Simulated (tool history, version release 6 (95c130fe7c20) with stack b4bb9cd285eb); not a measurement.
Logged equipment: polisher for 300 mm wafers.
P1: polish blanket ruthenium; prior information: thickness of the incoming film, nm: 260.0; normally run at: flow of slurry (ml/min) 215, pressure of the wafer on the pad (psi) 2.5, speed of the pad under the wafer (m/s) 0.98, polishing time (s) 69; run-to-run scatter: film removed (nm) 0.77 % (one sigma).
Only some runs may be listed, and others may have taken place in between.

run,hour,flow of slurry (ml/min),pressure of the wafer on the pad (psi),speed of the pad under the wafer (m/s),polishing time (s),wafers polished on this pad,hours since the slurry nozzle was cleaned,hours since the head pressure was calibrated,film removed (nm)
1,5.9,215,2.5,0.98,69,147,179.5,73.4,79.056
2,12.3,215,2.5,0.98,69,188,185.9,79.8,78.181
3,17.0,215,3.8,0.98,69,218,190.6,84.5,118.260
4,21.9,215,1.9,1.42,69,249,195.5,89.4,85.236
# hour 26.3: slurry nozzle cleaned
5,28.0,215,1.8,0.98,69,288,1.7,95.5,56.025
6,33.7,215,2.5,0.44,69,325,7.4,101.2,34.896
7,37.1,130,2.5,0.98,69,347,10.8,104.6,73.355
8,42.9,215,2.5,0.98,39,384,16.6,110.4,43.944
9,48.6,215,2.5,0.98,69,421,22.3,116.1,78.226
10,54.9,290,2.5,0.98,36,461,28.6,122.4,42.363
11,58.9,215,2.5,0.98,69,487,32.6,126.4,78.260
12,61.9,215,2.5,0.98,69,506,35.6,129.4,78.642
# hour 65.9: worn pad replaced by a new one
13,68.0,215,2.5,0.98,99,14,41.7,135.5,111.580
14,74.3,130,2.5,1.42,69,54,48.0,141.8,102.940
15,78.3,285,2.5,0.98,69,80,52.0,145.8,80.910
16,83.4,215,2.5,1.52,69,112,57.1,150.9,120.330
17,87.3,215,2.5,0.98,69,137,61.0,154.8,78.361
18,93.6,215,2.5,0.98,69,178,67.3,161.1,75.854
19,98.9,215,2.5,0.98,69,212,72.6,166.4,75.870
20,103.8,215,2.5,0.98,69,243,77.5,171.3,74.653
21,108.7,215,2.5,0.98,69,275,82.4,176.2,74.952
22,114.1,215,2.5,0.98,69,309,87.8,181.6,74.604
# hour 117.2: worn pad replaced by a new one
23,118.3,215,2.5,0.98,69,7,92.0,185.8,73.868
24,123.8,215,2.5,0.98,69,42,97.5,191.3,74.452
25,130.1,215,2.5,0.98,69,82,103.8,197.6,74.685

The output of P1 has drifted from where it used to be. Each of the 2 causes below, taken at the size shown beside it, accounts for the log equally well:
A: head's pressure below its setpoint, % = 4.82
B: slurry flow missing at the pad, % = 29
At approximately hour 87.3, the process output began to creep.
Each remaining cause and why it is not a fit:
removal rate lost through wear of the pad, %: was serviced at hour 117.2, once the creep was under way, yet the earlier output never came back

Which of the check runs below tells the causes apart, meaning the causes would give it clearly different results? Each run uses 5 wafers whose results are averaged, and each result is shown as a question mark.
check 1,136.4,215,2.5,0.48,69,,,,?
check 2,136.4,215,2.5,0.68,69,,,,?
check 3,136.4,215,3.6,0.98,69,,,,?
check 4,136.4,130,2.5,1.50,69,,,,?

Check results expected under each cause:
check,result,if A,if B
check 1,film removed (nm),36.400,36.402
check 2,film removed (nm),51.566,51.569
check 3,film removed (nm),107.020,107.020
check 4,film removed (nm),105.160,102.180
How far apart the two closest causes lie, in the result that separates them most: check 1 0.01 %; check 2 0.01 %; check 3 0.01 %; check 4 2.88 %
Check 4 tells the causes apart: in the others they would give nearly the same result.

Here is what check 4 returned: film removed (nm) 105.210. Which cause is it?

It was cause A: head's pressure below its setpoint, %.

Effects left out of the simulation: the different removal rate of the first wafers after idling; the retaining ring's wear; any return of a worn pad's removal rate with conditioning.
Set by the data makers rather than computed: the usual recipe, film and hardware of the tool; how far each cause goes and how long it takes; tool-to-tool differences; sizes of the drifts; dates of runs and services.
